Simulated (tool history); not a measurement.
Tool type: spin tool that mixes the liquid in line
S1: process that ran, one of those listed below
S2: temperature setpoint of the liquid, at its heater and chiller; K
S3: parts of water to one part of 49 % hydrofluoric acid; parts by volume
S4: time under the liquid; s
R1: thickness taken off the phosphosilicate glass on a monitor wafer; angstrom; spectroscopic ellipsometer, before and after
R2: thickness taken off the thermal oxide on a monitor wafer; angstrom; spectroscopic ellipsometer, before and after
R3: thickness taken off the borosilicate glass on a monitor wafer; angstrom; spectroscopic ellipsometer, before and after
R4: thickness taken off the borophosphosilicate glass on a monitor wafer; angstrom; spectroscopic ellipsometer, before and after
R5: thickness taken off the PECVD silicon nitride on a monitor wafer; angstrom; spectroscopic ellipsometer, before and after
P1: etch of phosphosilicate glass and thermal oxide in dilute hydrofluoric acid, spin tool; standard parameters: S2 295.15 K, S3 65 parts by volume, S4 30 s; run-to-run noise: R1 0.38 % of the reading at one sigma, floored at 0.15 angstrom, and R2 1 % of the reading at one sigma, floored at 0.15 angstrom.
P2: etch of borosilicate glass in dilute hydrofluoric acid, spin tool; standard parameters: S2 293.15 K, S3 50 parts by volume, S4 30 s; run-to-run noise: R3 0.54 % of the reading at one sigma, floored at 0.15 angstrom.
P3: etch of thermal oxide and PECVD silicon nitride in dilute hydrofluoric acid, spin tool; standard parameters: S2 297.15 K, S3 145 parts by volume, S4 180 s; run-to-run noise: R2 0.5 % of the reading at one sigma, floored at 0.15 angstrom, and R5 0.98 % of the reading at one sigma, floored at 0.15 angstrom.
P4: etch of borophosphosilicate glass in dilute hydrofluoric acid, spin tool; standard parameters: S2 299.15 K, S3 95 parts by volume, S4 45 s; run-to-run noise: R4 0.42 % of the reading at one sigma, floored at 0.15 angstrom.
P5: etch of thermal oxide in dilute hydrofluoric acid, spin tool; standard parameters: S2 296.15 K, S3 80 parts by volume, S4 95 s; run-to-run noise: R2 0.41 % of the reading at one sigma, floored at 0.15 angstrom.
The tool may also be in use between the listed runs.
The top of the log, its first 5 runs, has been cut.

{"run": 6, "day": 2.412, "S1": "P2", "S2": 293.15, "S3": 50, "S4": 60, "R3": 187.67}
{"run": 7, "day": 2.783, "S1": "P2", "S2": 293.15, "S3": 75, "S4": 30, "R3": 60.519}
{"run": 8, "day": 3.079, "S1": "P4", "S2": 291.15, "S3": 95, "S4": 45, "R4": 119.75}
{"run": 9, "day": 3.55, "S1": "P5", "S2": 296.15, "S3": 50, "S4": 95, "R2": 95.447}
{"run": 10, "day": 3.775, "S1": "P1", "S2": 290.15, "S3": 65, "S4": 30, "R1": 215.99, "R2": 16.994}
{"run": 11, "day": 4.233, "S1": "P3", "S2": 297.15, "S3": 145, "S4": 180, "R2": 53.931, "R5": 27.649}
{"run": 12, "day": 4.738, "S1": "P1", "S2": 295.15, "S3": 65, "S4": 45, "R1": 404.08, "R2": 32.398}
{"run": 13, "day": 5.058, "S1": "P4", "S2": 299.15, "S3": 20, "S4": 45, "R4": 874.17}
{"run": 14, "day": 5.483, "S1": "P4", "S2": 299.15, "S3": 95, "S4": 45, "R4": 165.49}
{"run": 15, "day": 5.942, "S1": "P3", "S2": 297.15, "S3": 145, "S4": 345, "R2": 103.45, "R5": 52.433}
{"run": 16, "day": 6.288, "S1": "P1", "S2": 295.15, "S3": 65, "S4": 30, "R1": 269.5, "R2": 20.923}
{"run": 17, "day": 6.796, "S1": "P1", "S2": 295.15, "S3": 65, "S4": 15, "R1": 133.59, "R2": 10.606}
{"run": 18, "day": 7.283, "S1": "P4", "S2": 299.15, "S3": 95, "S4": 85, "R4": 315.02}
{"run": 19, "day": 7.654, "S1": "P3", "S2": 297.15, "S3": 60, "S4": 180, "R2": 145.69, "R5": 65.953}
{"run": 20, "day": 8.05, "S1": "P1", "S2": 295.15, "S3": 65, "S4": 30, "R1": 268.58, "R2": 21.188}
{"run": 21, "day": 8.338, "S1": "P1", "S2": 302.65, "S3": 65, "S4": 30, "R1": 363.02, "R2": 28.319}

Run 22 comes next. What will it give?
{"run": 22, "day": 8.825, "S1": "P5", "S2": 290.15, "S3": 80, "S4": 95, "R2": "?"}

{"run 22": {"R2": 44.636}}
